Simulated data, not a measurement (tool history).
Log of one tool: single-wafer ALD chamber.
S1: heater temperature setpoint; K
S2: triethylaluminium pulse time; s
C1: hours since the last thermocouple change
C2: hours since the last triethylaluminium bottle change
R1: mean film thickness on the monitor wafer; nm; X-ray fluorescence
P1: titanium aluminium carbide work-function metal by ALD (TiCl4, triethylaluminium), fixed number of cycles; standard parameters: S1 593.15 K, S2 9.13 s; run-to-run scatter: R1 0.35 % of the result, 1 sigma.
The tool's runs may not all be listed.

run,hour,S1,S2,C1,C2,R1
1,4.5,593.15,9.13,285.4,104.6,2.2115
2,8.4,569.15,9.13,289.3,108.5,1.9952
3,13.2,614.15,4.74,294.1,113.3,2.0166
4,19.6,593.15,9.13,300.5,119.7,2.1956
5,24.3,593.15,9.13,305.2,124.4,2.2024
6,30.3,593.15,9.13,311.2,130.4,2.2124
7,35.6,593.15,9.13,316.5,135.7,2.2063
8,38.7,593.15,12.79,319.6,138.8,2.2767
9,44.8,615.15,9.13,325.7,144.9,2.4216
10,51.2,593.15,9.13,332.1,151.3,2.1924
11,54.1,576.15,4.73,335,154.2,1.7227
12,57.5,593.15,4.85,338.4,157.6,1.8825
13,63.8,593.15,9.13,344.7,163.9,2.2047
14,70.1,593.15,9.13,351,170.2,2.1832
15,73.3,593.15,9.13,354.2,173.4,2.1936
16,78,593.15,9.13,358.9,178.1,2.1889
17,84.4,593.15,9.13,365.3,184.5,2.1666
18,90.6,593.15,9.13,371.5,190.7,2.1681
19,94.2,593.15,9.13,375.1,194.3,2.1673
20,100.3,593.15,9.13,381.2,200.4,2.169
21,103.2,593.15,9.13,384.1,203.3,2.1773

Something has made what P1 gives creep away from where it was; the 2 causes below, each at its own stated size, fit the log equally well:
A: wafer temperature below the value expected at the setpoint (K) = 4.96
B: triethylaluminium dose below that of a fresh bottle (%) = 11.8
The onset of the drift is placed at about hour 63.8.

Which of the 4 check runs listed below, each an average over 2 wafers with its results shown as question marks, gives clearly different results under the different listed causes?
check 1,106.1,580.15,9.13,,,?
check 2,106.1,602.15,5.82,,,?
check 3,106.1,603.15,9.13,,,?
check 4,106.1,608.15,9.13,,,?

What every check run would give for each of its results, assuming each possible cause in turn:
check,result,if A,if B
check 1,R1,2.0489,2.0506
check 2,R1,2.0305,1.9849
check 3,R1,2.2541,2.2523
check 4,R1,2.2991,2.2966
Smallest distance between any two causes, each pair judged by its most separating result, in per cent: check 1 0.08 %; check 2 2.27 %; check 3 0.08 %; check 4 0.11 %
Only check 2 tells the causes apart: in the others they would give nearly the same result.

Then check 2 was run and gave: R1 2.0315 nm. Which cause is it?

The cause is A: wafer temperature below the value expected at the setpoint (K).

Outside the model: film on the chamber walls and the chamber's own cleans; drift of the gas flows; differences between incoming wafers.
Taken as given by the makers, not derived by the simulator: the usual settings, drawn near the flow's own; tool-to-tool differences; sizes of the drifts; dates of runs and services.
